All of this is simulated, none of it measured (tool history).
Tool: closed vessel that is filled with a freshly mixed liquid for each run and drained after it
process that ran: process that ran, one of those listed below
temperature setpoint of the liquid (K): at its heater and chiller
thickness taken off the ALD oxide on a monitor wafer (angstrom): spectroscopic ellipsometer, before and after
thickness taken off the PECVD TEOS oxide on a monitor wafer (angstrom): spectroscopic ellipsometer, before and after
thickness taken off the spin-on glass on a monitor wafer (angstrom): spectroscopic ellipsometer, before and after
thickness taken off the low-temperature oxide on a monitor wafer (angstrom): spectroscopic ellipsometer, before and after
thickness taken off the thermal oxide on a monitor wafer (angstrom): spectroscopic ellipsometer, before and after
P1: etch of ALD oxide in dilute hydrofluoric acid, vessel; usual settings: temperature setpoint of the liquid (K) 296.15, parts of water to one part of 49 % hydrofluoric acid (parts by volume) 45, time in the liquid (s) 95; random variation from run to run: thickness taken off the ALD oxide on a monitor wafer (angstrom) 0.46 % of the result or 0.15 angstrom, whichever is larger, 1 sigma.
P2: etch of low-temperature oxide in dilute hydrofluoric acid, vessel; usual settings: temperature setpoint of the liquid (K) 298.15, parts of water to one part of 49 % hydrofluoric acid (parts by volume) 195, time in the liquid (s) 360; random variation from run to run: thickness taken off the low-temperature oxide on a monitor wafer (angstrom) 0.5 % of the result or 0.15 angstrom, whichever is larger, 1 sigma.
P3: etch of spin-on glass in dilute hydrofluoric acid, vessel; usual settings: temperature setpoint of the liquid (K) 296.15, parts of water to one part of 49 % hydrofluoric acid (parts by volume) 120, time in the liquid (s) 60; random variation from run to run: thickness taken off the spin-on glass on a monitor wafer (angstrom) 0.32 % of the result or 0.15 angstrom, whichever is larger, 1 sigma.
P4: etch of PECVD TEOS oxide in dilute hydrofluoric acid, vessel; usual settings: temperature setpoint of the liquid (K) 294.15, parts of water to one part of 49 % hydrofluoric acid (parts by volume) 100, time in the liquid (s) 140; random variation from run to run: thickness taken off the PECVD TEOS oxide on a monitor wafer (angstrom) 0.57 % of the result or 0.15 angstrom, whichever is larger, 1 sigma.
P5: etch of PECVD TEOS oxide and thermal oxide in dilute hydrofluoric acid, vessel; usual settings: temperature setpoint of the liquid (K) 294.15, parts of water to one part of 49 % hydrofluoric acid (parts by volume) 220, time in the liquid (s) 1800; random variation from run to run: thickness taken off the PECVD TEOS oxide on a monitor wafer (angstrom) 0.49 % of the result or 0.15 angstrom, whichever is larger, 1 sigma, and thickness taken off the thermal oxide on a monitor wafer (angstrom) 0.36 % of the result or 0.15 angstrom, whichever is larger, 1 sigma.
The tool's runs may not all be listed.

run     day  process that ran  temperature setpoint of the liquid (K)  parts of water to one part of 49 % hydrofluoric acid (parts by volume)  time in the liquid (s)  hours since the thermometer was replaced  hours since the hydrofluoric acid flow meter was replaced  thickness taken off the ALD oxide on a monitor wafer (angstrom)  thickness taken off the PECVD TEOS oxide on a monitor wafer (angstrom)  thickness taken off the spin-on glass on a monitor wafer (angstrom)  thickness taken off the low-temperature oxide on a monitor wafer (angstrom)  thickness taken off the thermal oxide on a monitor wafer (angstrom)
  1   0.638                P1                                  296.15                                                                      45                      95                                    1763.1                                                      258.6                                                           403.04
  2   1.217                P1                                  296.15                                                                      45                      30                                      1777                                                      272.5                                                           128.13
  3   1.525                P4                                  294.15                                                                     100                      30                                    1784.4                                                      279.9                                                                                                                                   22.649
  4   2.038                P3                                  296.15                                                                     120                      60                                    1796.7                                                      292.2                                                                                                                                                                                                        220.06
  5   2.704                P2                                  298.15                                                                     195                     360                                    1812.7                                                      308.2                                                                                                                                                                                                                                                                                     335.96
  6   3.033                P5                                  294.15                                                                      80                    1800                                    1820.6                                                      316.1                                                                                                                                   1739.4                                                                                                                                                                                                                    956
  7   3.646                P3                                  296.15                                                                     120                      60                                    1835.3                                                      330.8                                                                                                                                                                                                        219.58
  8     4.1                P4                                  294.15                                                                     100                     140                                    1846.2                                                      341.7                                                                                                                                   104.78
  9   4.783                P2                                  298.15                                                                     195                     685                                    1862.6                                                      358.1                                                                                                                                                                                                                                                                                     640.16
 10   5.204                P1                                  296.15                                                                      20                      55                                    1872.7                                                      368.2                                                           542.97
 11   5.796                P5                                  294.15                                                                     220                     685                                    1886.9                                                      382.4                                                                                                                                   205.22                                                                                                                                                                                                                 114.48
 12   6.358                P3                                  304.65                                                                     120                      60                                    1900.4                                                      395.9                                                                                                                                                                                                        303.58
 13   6.962                P1                                  303.15                                                                      45                      95                                    1914.9                                                      410.4                                                           537.98
 14   7.262                P1                                  296.15                                                                      65                      95                                    1922.1                                                      417.6                                                           271.93
 15     7.6                P1                                  296.15                                                                      45                      95                                    1930.2                                                      425.7                                                           405.06
 16   8.262                P1                                  296.15                                                                      45                      95                                    1946.1                                                      441.6                                                            403.5
 17   8.612                P5                                  290.15                                                                     220                    1800                                    1954.5                                                        450                                                                                                                                   466.29                                                                                                                                                                                                                 257.75
 18   9.058                P5                                  294.15                                                                     220                    1800                                    1965.2                                                      460.7                                                                                                                                   544.99                                                                                                                                                                                                                 298.07
 19   9.621                P3                                  296.15                                                                     120                     110                                    1978.7                                                      474.2                                                                                                                                                                                                        405.65
 20  10.079                P1                                  296.15                                                                      20                      35                                    1989.7                                                      485.2                                                           344.86
 21  10.667                P2                                  298.15                                                                     355                     360                                    2003.8                                                      499.3                                                                                                                                                                                                                                                                                     155.78
 22  11.342                P1                                  296.15                                                                      45                     185                                      2020                                                      515.5                                                           792.68
 23   11.65                P3                                  296.15                                                                      60                      60                                    2027.4                                                      522.9                                                                                                                                                                                                        475.57
 24  11.967                P1                                  296.15                                                                      20                      95                                      2035                                                      530.5                                                           939.56
 25  12.342                P2                                  302.15                                                                     195                     360                                      2044                                                      539.5                                                                                                                                                                                                                                                                                     388.35
 26  12.679                P1                                  302.65                                                                      45                     155                                    2052.1                                                      547.6                                                           856.73
 27  13.304                P1                                  296.15                                                                      45                      95                                    2067.1                                                      562.6                                                           402.54
 28  13.704                P4                                  301.15                                                                     100                     140                                    2076.7                                                      572.2                                                                                                                                   138.57
 29   14.05                P1                                  290.15                                                                      45                      95                                      2085                                                      580.5                                                           311.57
 30  14.704                P4                                  294.15                                                                      35                     140                                    2100.7                                                      596.2                                                                                                                                   323.54
 31  15.371                P4                                  294.15                                                                     100                     140                                    2116.7                                                      612.2                                                                                                                                    104.4
 32  15.979                P1                                  296.15                                                                      45                      95                                    2131.3                                                      626.8                                                           404.68
 33   16.35                P1                                  296.15                                                                      45                      95                                    2140.2                                                      635.7                                                           391.53
 34  16.917                P1                                  296.15                                                                      45                      95                                    2153.8                                                      649.3                                                           385.24
 35  17.412                P1                                  296.15                                                                      45                      95                                    2165.7                                                      661.2                                                           379.44
 36  17.867                P1                                  296.15                                                                      45                      95                                    2176.6                                                      672.1                                                           377.65
 37   18.25                P1                                  296.15                                                                      45                      95                                    2185.8                                                      681.3                                                           372.49
 38  18.858                P1                                  296.15                                                                      45                      95                                    2200.4                                                      695.9                                                           371.86
 39  19.396                P1                                  296.15                                                                      45                      95                                    2213.3                                                      708.8                                                           369.15
 40   19.75                P1                                  296.15                                                                      45                      95                                    2221.8                                                      717.3                                                           366.83
 41  20.362                P1                                  296.15                                                                      45                      95                                    2236.5                                                        732                                                           371.42
 42  20.762                P1                                  296.15                                                                      45                      95                                    2246.1                                                      741.6                                                           367.44

What P1 gives has crept away from where it was. These 2 causes fit the log equally well, each at the size given:
A: liquid colder than its thermometer reads (K) = 2.16
B: hydrofluoric acid flow below the setpoint (%) = 8.19
The creep began at about day 15.979.

4 check runs are offered, one wafer each, their results left as question marks. Which one tells the causes apart?
check 1  21.162                P4                                  294.15                                                                      65                     140                                                                                                                                                                                                                                             ?
check 2  21.162                P5                                  290.15                                                                     145                    1800                                                                                                                                                                                                                                             ?                                                                                                                                                                                                                      ?
check 3  21.162                P2                                  298.15                                                                     330                     675                                                                                                                                                                                                                                                                                                                                                                                               ?
check 4  21.162                P3                                  296.15                                                                      80                      60                                                                                                                                                                                                                                                                                                                  ?

What each check would give under each cause:
  check                                                                       result    if A    if B
check 1       thickness taken off the PECVD TEOS oxide on a monitor wafer (angstrom)  153.01  152.77
check 2       thickness taken off the PECVD TEOS oxide on a monitor wafer (angstrom)  694.95  689.28
check 2          thickness taken off the thermal oxide on a monitor wafer (angstrom)  380.36  377.25
check 3  thickness taken off the low-temperature oxide on a monitor wafer (angstrom)  300.82  289.09
check 4          thickness taken off the spin-on glass on a monitor wafer (angstrom)  317.48  315.62
How far apart the two closest causes lie, in the result that separates them most: check 1 0.16 %; check 2 0.82 %; check 3 3.98 %; check 4 0.59 %
Only check 3 tells the causes apart: in the others they would give nearly the same result.

Check 3 was then run and gave: thickness taken off the low-temperature oxide on a monitor wafer (angstrom) 300.78. Which cause is it?

It is A: liquid colder than its thermometer reads (K).
